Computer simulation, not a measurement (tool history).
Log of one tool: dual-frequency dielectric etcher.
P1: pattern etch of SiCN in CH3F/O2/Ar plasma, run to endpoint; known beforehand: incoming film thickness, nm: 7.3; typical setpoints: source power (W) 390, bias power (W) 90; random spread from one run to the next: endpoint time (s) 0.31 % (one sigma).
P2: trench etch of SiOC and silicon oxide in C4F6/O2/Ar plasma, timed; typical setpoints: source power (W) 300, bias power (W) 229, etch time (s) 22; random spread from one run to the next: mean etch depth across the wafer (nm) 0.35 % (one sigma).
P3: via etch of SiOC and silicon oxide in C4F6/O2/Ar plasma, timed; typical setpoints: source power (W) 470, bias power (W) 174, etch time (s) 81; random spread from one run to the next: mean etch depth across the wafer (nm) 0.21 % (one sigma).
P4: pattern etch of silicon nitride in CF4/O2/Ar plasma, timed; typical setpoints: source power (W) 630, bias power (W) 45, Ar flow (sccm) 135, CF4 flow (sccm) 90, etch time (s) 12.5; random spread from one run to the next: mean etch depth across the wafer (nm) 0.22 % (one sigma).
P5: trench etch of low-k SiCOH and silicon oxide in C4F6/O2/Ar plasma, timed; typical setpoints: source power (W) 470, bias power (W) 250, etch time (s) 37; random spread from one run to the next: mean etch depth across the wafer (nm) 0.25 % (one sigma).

run   hour  process that ran  source power (W)  bias power (W)  etch time (s)  Ar flow (sccm)  CF4 flow (sccm)  hours since the last wet clean  hours since the last source power generator calibration  hours since the last bias power generator calibration  endpoint time (s)  mean etch depth across the wafer (nm)
  1   14.3                P1               390              90                                                                           142.7                                                    588.8                                                 2019.6             17.799
  2   28.3                P1               260             105                                                                           156.7                                                    602.8                                                 2033.6             19.522
  3   40.6                P2               300             178             22                                                              169                                                    615.1                                                 2045.9                                                    37.835
  4   52.1                P1               480              90                                                                           180.5                                                    626.6                                                 2057.4             16.453
  5   61.5                P3               560             174             81                                                            189.9                                                      636                                                 2066.8                                                    106.61
  6   70.3                P2               300             229           13.5                                                            198.7                                                    644.8                                                 2075.6                                                    25.292
  7   81.3                P4               630              63           12.5             135               90                           209.7                                                    655.8                                                 2086.6                                                    30.302
  8   90.3                P1               390              90                                                                           218.7                                                    664.8                                                 2095.6             17.724
  9  100.9                P5               470             250             37                                                            229.3                                                    675.4                                                 2106.2                                                    143.32
 10  111.5                P5               470             250             24                                                            239.9                                                      686                                                 2116.8                                                    92.058
 11  120.6                P1               250              90                                                                             249                                                    695.1                                                 2125.9             20.939
 12  135.2                P1               470             114                                                                           263.6                                                    709.7                                                 2140.5             15.185
 13    144                P1               390              58                                                                           272.4                                                    718.5                                                 2149.3             20.743
 14  159.2                P3               470             174           61.5                                                            287.6                                                    733.7                                                 2164.5                                                    75.372
 15  170.3                P4               630              45           12.5             135               90                           298.7                                                    744.8                                                 2175.6                                                     26.59
 16  183.4                P5               470             349             37                                                            311.8                                                    757.9                                                 2188.7                                                    159.38
 17    195                P4               630              45           12.5             135              118                           323.4                                                    769.5                                                 2200.3                                                    27.584
 18  203.5                P1               480              64                                                                           331.9                                                      778                                                 2208.8             18.604
 19  213.5                P2               430             229             22                                                            341.9                                                      788                                                 2218.8                                                    47.402
 20  220.2                P4               630              45           12.5              90               90                           348.6                                                    794.7                                                 2225.5                                                    28.178
 21  227.5                P1               390              90                                                                           355.9                                                      802                                                 2232.8             17.804
 22  238.1                P5               330             250             37                                                            366.5                                                    812.6                                                 2243.4                                                    124.42
 23  245.3                P3               470             174             81                                                            373.7                                                    819.8                                                 2250.6                                                    99.729
 24  253.2                P1               390             124                                                                           381.6                                                    827.7                                                 2258.5             15.758
 25  261.2                P4               630              45              7             135               90                           389.6                                                    835.7                                                 2266.5                                                    14.858
 26  271.4                P3               470             248             81                                                            399.8                                                    845.9                                                 2276.7                                                    112.06
 27  283.2                P2               300             229             22                                                            411.6                                                    857.7                                                 2288.5                                                    41.304
 28    295                P1               390              90                                                                           423.4                                                    869.5                                                 2300.3             17.841
 29  307.5                P2               300             229             22                                                            435.9                                                      882                                                 2312.8                                                    41.275
 30  320.2                P4               750              45           12.5             135               90                           448.6                                                    894.7                                                 2325.5                                                    30.932
 31  327.5                P1               390              90                                                                           455.9                                                      902                                                 2332.8             17.919
 32  342.6                P1               390              90                                                                             471                                                    917.1                                                 2347.9             17.714
 33  356.5                P1               390              90                                                                           484.9                                                      931                                                 2361.8             17.603

Expected results for the next run?
 34  367.3                P1               390              90                                                                           495.7                                                    941.8                                                 2372.6                  ?

For run 34 the tool returned endpoint time (s) 17.416.
